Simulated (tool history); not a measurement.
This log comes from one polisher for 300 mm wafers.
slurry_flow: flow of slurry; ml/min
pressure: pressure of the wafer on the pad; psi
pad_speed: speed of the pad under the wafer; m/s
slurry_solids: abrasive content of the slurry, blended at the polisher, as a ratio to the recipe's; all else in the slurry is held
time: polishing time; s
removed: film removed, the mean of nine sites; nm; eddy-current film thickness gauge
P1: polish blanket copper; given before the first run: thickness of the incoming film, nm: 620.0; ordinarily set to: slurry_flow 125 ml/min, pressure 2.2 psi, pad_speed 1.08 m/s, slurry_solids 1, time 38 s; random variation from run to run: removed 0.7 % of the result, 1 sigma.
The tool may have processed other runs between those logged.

run,hour,slurry_flow,pressure,pad_speed,slurry_solids,time,wafers polished on this pad,hours since the slurry nozzle was cleaned,hours since the head pressure was calibrated,hours since the slurry blender was calibrated,removed
1,4.2,125,2.2,1.08,1,38,182,76.2,155.8,101.8,82.474
2,7.8,200,2.2,1.08,1,38,222,79.8,159.4,105.4,90.037
# hour 9: head pressure recalibrated
3,12.4,125,2.2,0.7,1,38,273,84.4,3.5,110,54.34
4,16.9,125,2.2,1.08,1,38,322,88.9,8,114.5,84.396
5,20,125,1,1.08,1,38,357,92,11.1,117.6,37.834
6,22.4,125,2.2,1.08,1,24,383,94.4,13.5,120,52.891
7,25.3,125,2.2,1.08,1,38,416,97.3,16.4,122.9,84.457
8,29.5,125,2.2,1.08,1.25,38,462,101.5,20.6,127.1,87.785
9,32.8,125,3.2,1.08,1,38,499,104.8,23.9,130.4,123.18
10,37.3,125,2.2,1.08,1,50,549,109.3,28.4,134.9,110.81
11,41.6,75,2.2,1.08,1,38,596,113.6,32.7,139.2,74.574
12,46.1,125,2.2,1.08,1,38,646,118.1,37.2,143.7,84.037
13,48.7,125,2.2,1.08,1,38,675,120.7,39.8,146.3,84.877
# hour 50: slurry blender recalibrated
14,51,125,2.2,1.08,1,38,701,123,42.1,1.1,83.525
15,55.6,125,2.2,1.08,1,38,752,127.6,46.7,5.7,84.5
16,58.8,125,3,0.58,1,38,787,130.8,49.9,8.9,61.941
17,63.6,125,2.2,1.08,0.75,38,840,135.6,54.7,13.7,78.222
18,66.6,125,2.2,1.38,1,38,874,138.6,57.7,16.7,107.13
19,68.8,125,2.2,1.08,1,38,898,140.8,59.9,18.9,84.116
20,71.4,125,2.2,1.08,1,38,927,143.4,62.5,21.5,80.827
21,75,125,2.2,1.08,1,38,967,147,66.1,25.1,78.492
22,77.5,125,2.2,1.08,1,38,994,149.5,68.6,27.6,78.505
23,80.1,125,2.2,1.08,1,38,1023,152.1,71.2,30.2,76.44
# hour 80.3: slurry blender recalibrated
24,83,125,2.2,1.08,1,38,1055,155,74.1,2.8,76.824
# hour 85.8: worn pad replaced by a new one
25,86.2,125,2.2,1.08,1,38,4,158.2,77.3,6,75.154
26,88.6,125,2.2,1.08,1,38,31,160.6,79.7,8.4,75.332
27,91.5,125,2.2,1.08,1,38,63,163.5,82.6,11.3,75.243
28,93.8,125,2.2,1.08,1,38,89,165.8,84.9,13.6,75.109
29,96.8,125,2.2,1.08,1,38,122,168.8,87.9,16.6,75.02

P1 has crept away from where it was. The log is fitted equally well by each of these 2 causes, at the sizes shown:
A: slurry flow missing at the pad, % = 36.7
B: head's pressure below its setpoint, % = 10.9
The process output started creeping at around hour 68.8.
Other possible causes, and why each is ruled out:
removal rate lost through wear of the pad, %: maintenance at hour 85.8, after the shift began, did not return the process to its former output
abrasive missing from the slurry, %: maintenance at hour 80.3, after the shift began, did not return the process to its former output

You are offered 4 check runs, listed below with question marks in place of their results; each one averages 3 wafers. Which run separates the listed causes by giving clearly different results for each?
check 1,99.8,125,3,1.08,1,38,,,,,?
check 2,99.8,125,2.2,1.08,0.8,48,,,,,?
check 3,99.8,125,1.7,0.86,1,38,,,,,?
check 4,99.8,185,2.2,1.08,1,38,,,,,?

What every check run would give for each of its results, assuming each possible cause in turn:
check,result,if A,if B
check 1,removed,102.15,102.13
check 2,removed,90.26,90.245
check 3,removed,46.092,46.084
check 4,removed,82.911,80.106
How far apart the two closest causes lie, in the result that separates them most: check 1 0.02 %; check 2 0.02 %; check 3 0.02 %; check 4 3.44 %
Check 4 is the one run that separates the causes; every other check would come out nearly the same whichever cause is at work.

After running check 4, the following was obtained: removed 79.837 nm. Which cause does this point to?

Of the candidate causes, it is B: head's pressure below its setpoint, %.

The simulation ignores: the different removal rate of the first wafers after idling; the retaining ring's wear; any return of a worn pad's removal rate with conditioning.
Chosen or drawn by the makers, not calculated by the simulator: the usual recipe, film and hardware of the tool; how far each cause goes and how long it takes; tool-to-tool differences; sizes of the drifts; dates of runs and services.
